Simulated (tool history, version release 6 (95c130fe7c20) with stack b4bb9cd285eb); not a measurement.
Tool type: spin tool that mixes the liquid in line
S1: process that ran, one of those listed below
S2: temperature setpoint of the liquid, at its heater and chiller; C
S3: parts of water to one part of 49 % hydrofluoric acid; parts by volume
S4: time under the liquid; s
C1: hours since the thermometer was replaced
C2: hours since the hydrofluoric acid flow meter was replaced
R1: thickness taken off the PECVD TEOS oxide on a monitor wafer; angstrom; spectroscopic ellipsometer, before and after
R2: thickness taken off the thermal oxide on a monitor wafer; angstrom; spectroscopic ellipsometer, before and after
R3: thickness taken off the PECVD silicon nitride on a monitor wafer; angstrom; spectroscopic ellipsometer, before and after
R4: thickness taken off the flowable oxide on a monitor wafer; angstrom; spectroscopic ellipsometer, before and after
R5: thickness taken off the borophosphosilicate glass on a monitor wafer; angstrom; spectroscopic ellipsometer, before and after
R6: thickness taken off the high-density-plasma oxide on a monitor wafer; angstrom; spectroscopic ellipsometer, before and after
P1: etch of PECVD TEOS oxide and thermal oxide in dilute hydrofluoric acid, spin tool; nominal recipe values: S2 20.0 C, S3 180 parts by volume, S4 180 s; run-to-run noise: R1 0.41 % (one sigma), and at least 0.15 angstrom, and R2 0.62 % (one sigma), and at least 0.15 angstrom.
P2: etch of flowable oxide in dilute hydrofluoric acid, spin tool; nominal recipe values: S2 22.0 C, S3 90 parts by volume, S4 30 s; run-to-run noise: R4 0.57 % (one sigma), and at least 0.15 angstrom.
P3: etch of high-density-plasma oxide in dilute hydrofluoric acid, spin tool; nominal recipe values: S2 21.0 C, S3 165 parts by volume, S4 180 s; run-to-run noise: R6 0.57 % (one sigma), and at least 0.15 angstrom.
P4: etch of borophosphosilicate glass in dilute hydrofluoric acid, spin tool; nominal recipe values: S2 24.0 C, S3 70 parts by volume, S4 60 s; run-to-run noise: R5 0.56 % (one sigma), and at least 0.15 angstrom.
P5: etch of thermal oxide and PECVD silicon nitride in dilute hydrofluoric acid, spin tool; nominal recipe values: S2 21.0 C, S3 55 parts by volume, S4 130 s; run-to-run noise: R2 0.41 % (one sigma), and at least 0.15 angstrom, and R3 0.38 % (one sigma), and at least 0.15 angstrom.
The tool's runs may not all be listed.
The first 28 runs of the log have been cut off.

| run | hour | S1 | S2 | S3 | S4 | C1 | C2 | R1 | R2 | R3 | R4 | R5 | R6 |
|---|---|---|---|---|---|---|---|---|---|---|---|---|---|
| 29 | 276.1 | P5 | 21.0 | 55 | 130 | 736.1 | 579.4 |  | 103.060 | 102.550 |  |  |  |
| 30 | 284.0 | P1 | 20.0 | 180 | 180 | 744.0 | 587.3 | 75.635 | 36.965 |  |  |  |  |
| 31 | 295.9 | P1 | 20.0 | 180 | 85 | 755.9 | 599.2 | 35.640 | 17.601 |  |  |  |  |
| 32 | 304.7 | P5 | 21.0 | 55 | 215 | 764.7 | 608.0 |  | 171.660 | 171.170 |  |  |  |
| 33 | 311.0 | P4 | 24.0 | 95 | 60 | 771.0 | 614.3 |  |  |  |  | 251.640 |  |
| 34 | 320.4 | P3 | 21.0 | 165 | 290 | 780.4 | 623.7 |  |  |  |  |  | 71.946 |
| 35 | 329.0 | P1 | 20.0 | 180 | 180 | 789.0 | 632.3 | 74.918 | 36.895 |  |  |  |  |
| 36 | 335.4 | P1 | 20.0 | 180 | 180 | 795.4 | 638.7 | 76.406 | 37.966 |  |  |  |  |
| 37 | 344.2 | P1 | 20.0 | 180 | 180 | 804.2 | 647.5 | 78.403 | 38.590 |  |  |  |  |
| 38 | 355.4 | P1 | 20.0 | 180 | 180 | 815.4 | 658.7 | 80.078 | 39.107 |  |  |  |  |

What does the tool deliver on the next run?
| 39 | 361.5 | P1 | 20.0 | 180 | 180 | 821.5 | 664.8 | ? | ? |  |  |  |  |

{"run 39": {"R1": 81.001, "R2": 39.53}}

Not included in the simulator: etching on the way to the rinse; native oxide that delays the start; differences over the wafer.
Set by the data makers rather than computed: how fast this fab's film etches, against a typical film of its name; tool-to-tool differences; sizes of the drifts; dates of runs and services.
